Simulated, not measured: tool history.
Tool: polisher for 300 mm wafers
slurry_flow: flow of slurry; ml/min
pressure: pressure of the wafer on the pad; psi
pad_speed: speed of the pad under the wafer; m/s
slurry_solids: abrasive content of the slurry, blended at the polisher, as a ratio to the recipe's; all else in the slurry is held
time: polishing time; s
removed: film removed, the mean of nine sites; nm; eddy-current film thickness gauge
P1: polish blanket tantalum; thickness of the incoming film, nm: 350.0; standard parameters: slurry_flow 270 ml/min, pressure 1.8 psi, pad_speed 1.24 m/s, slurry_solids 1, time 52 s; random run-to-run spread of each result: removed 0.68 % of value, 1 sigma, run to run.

run	hour	slurry_flow	pressure	pad_speed	slurry_solids	time	wafers polished on this pad	hours since the slurry nozzle was cleaned	hours since the head pressure was calibrated	hours since the slurry blender was calibrated	removed
1	4.6	270	1.8	1.24	1	52	443	263.7	121.5	339.7	113
2	8.1	270	1.8	0.64	1	52	484	267.2	125	343.2	57.842
3	14.1	420	1.8	1.24	1	52	553	273.2	131	349.2	119.14
# hour 14.9: slurry blender recalibrated
4	21.4	270	0.9	1.24	1	52	638	280.5	138.3	6.6	57.216
5	28.5	270	2.8	1.24	1	52	720	287.6	145.4	13.7	177.79
6	35.5	270	1.4	0.6	1	52	801	294.6	152.4	20.7	42.929
7	41.2	270	1.8	1.24	1	52	867	300.3	158.1	26.4	114.8
8	45.8	270	1.8	1.24	1.45	52	921	304.9	162.7	31	125.38
9	49.4	270	1.8	1.24	1	52	962	308.5	166.3	34.6	114.21
10	53.3	270	1.8	1.24	1	52	1007	312.4	170.2	38.5	112.52
11	58.1	270	1.8	0.58	1	37	1063	317.2	175	43.3	37.558
12	63	270	1.8	1.24	1	30	1120	322.1	179.9	48.2	65.224
13	69.7	160	1.8	1.24	1	52	1198	328.8	186.6	54.9	108.07
14	76.3	270	1.8	1.24	1	52	1274	335.4	193.2	61.5	113.6
15	80.3	270	1.8	1.24	1	52	1320	339.4	197.2	65.5	113.77
16	86.2	270	1.8	1.24	0.55	52	1389	345.3	203.1	71.4	91.531
17	91.9	270	1.8	1.24	1	52	1455	351	208.8	77.1	112.64
18	97.5	270	1.8	1.24	1	73	1520	356.6	214.4	82.7	159.57
19	104.2	270	1.8	1.8	1	52	1597	363.3	221.1	89.4	164.34
20	109.9	270	1.8	1.24	1	52	1664	369	226.8	95.1	114.26
21	116.1	270	1.8	1.24	1	52	1735	375.2	233	101.3	110.66
22	122.6	270	1.8	1.24	1	52	1811	381.7	239.5	107.8	106.82
23	128.2	270	1.8	1.24	1	52	1876	387.3	245.1	113.4	104.42
24	134.3	270	1.8	1.24	1	52	1946	393.4	251.2	119.5	103.52
# hour 139.3: worn pad replaced by a new one
25	140.4	270	1.8	1.24	1	52	13	399.5	257.3	125.6	103.98
26	144.6	270	1.8	1.24	1	52	61	403.7	261.5	129.8	102.78
# hour 147.5: slurry nozzle cleaned
27	150.3	270	1.8	1.24	1	52	127	2.9	267.2	135.5	102.47
28	155	270	1.8	1.24	1	52	182	7.6	271.9	140.2	103.66
29	160.1	270	1.8	1.24	1	52	241	12.7	277	145.3	103.33

P1 no longer gives what it gave before; its output has crept away from where it was. The following 2 causes, each at its listed size, fit the log equally well:
A: abrasive missing from the slurry, % = 27.4
B: head's pressure below its setpoint, % = 9.75
Onset of the creep was near hour 109.9.
Ruled out, with reasons:
removal rate lost through wear of the pad, %: its service at hour 139.3 followed the start of the drift and did not put the process back to its old value
slurry flow missing at the pad, %: its service at hour 147.5 followed the start of the drift and did not put the process back to its old value

4 check runs are offered, each on 5 wafers whose results are averaged, their results left as question marks. Which one tells the causes apart?
check 1	165.2	270	1.8	1.78	1	37					?
check 2	165.2	270	1.8	1.7	1	52					?
check 3	165.2	270	2.7	1.24	1.45	52					?
check 4	165.2	205	1.8	1.24	1	52					?

Outcome of each check run for each possible cause:
check	result	if A	if B
check 1	removed	105.01	104.99
check 2	removed	140.95	140.92
check 3	removed	173.32	169.19
check 4	removed	99.668	99.65
Smallest distance between any two causes, each pair judged by its most separating result, in per cent: check 1 0.02 %; check 2 0.02 %; check 3 2.41 %; check 4 0.02 %
Only in check 3 would the causes give clearly different results; in the remaining checks their results would be nearly the same.

Check 3 was carried out, with these results: removed 174.15 nm. Which of the listed causes is responsible?

Of the candidate causes, it is A: abrasive missing from the slurry, %.

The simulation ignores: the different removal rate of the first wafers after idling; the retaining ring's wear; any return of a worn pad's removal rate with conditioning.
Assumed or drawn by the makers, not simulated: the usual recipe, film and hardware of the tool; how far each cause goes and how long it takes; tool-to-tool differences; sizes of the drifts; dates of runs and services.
